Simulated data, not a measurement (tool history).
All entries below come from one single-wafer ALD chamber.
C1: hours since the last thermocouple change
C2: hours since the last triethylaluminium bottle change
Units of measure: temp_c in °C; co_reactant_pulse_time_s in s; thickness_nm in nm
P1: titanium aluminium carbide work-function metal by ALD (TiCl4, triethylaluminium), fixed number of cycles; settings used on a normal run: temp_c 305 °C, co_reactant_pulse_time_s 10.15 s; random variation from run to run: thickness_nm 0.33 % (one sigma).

{"run": 1, "hour": 10.8, "temp_c": 305, "co_reactant_pulse_time_s": 10.15, "C1": 1201.5, "C2": 362.5, "thickness_nm": 2.092}
{"run": 2, "hour": 24.2, "temp_c": 305, "co_reactant_pulse_time_s": 10.15, "C1": 1214.9, "C2": 375.9, "thickness_nm": 2.0851}
{"run": 3, "hour": 41.5, "temp_c": 305, "co_reactant_pulse_time_s": 10.15, "C1": 1232.2, "C2": 393.2, "thickness_nm": 2.0923}
{"run": 4, "hour": 58.2, "temp_c": 281, "co_reactant_pulse_time_s": 10.15, "C1": 1248.9, "C2": 409.9, "thickness_nm": 1.8837}
{"run": 5, "hour": 71.0, "temp_c": 305, "co_reactant_pulse_time_s": 10.15, "C1": 1261.7, "C2": 422.7, "thickness_nm": 2.1006}
{"run": 6, "hour": 89.9, "temp_c": 305, "co_reactant_pulse_time_s": 10.15, "C1": 1280.6, "C2": 441.6, "thickness_nm": 2.0945}
{"run": 7, "hour": 98.9, "temp_c": 305, "co_reactant_pulse_time_s": 10.15, "C1": 1289.6, "C2": 450.6, "thickness_nm": 2.0936}
{"hour": 100.2, "done": "triethylaluminium bottle replaced"}
{"run": 8, "hour": 109.9, "temp_c": 321, "co_reactant_pulse_time_s": 13.48, "C1": 1300.6, "C2": 9.8, "thickness_nm": 2.2912}
{"run": 9, "hour": 125.9, "temp_c": 305, "co_reactant_pulse_time_s": 5.28, "C1": 1316.6, "C2": 25.8, "thickness_nm": 1.7992}

Run 10 comes next. What will it give?
{"run": 10, "hour": 138.9, "temp_c": 305, "co_reactant_pulse_time_s": 13.7, "C1": 1329.6, "C2": 38.8, "thickness_nm": "?"}

{"run 10": {"thickness_nm": 2.1356}}

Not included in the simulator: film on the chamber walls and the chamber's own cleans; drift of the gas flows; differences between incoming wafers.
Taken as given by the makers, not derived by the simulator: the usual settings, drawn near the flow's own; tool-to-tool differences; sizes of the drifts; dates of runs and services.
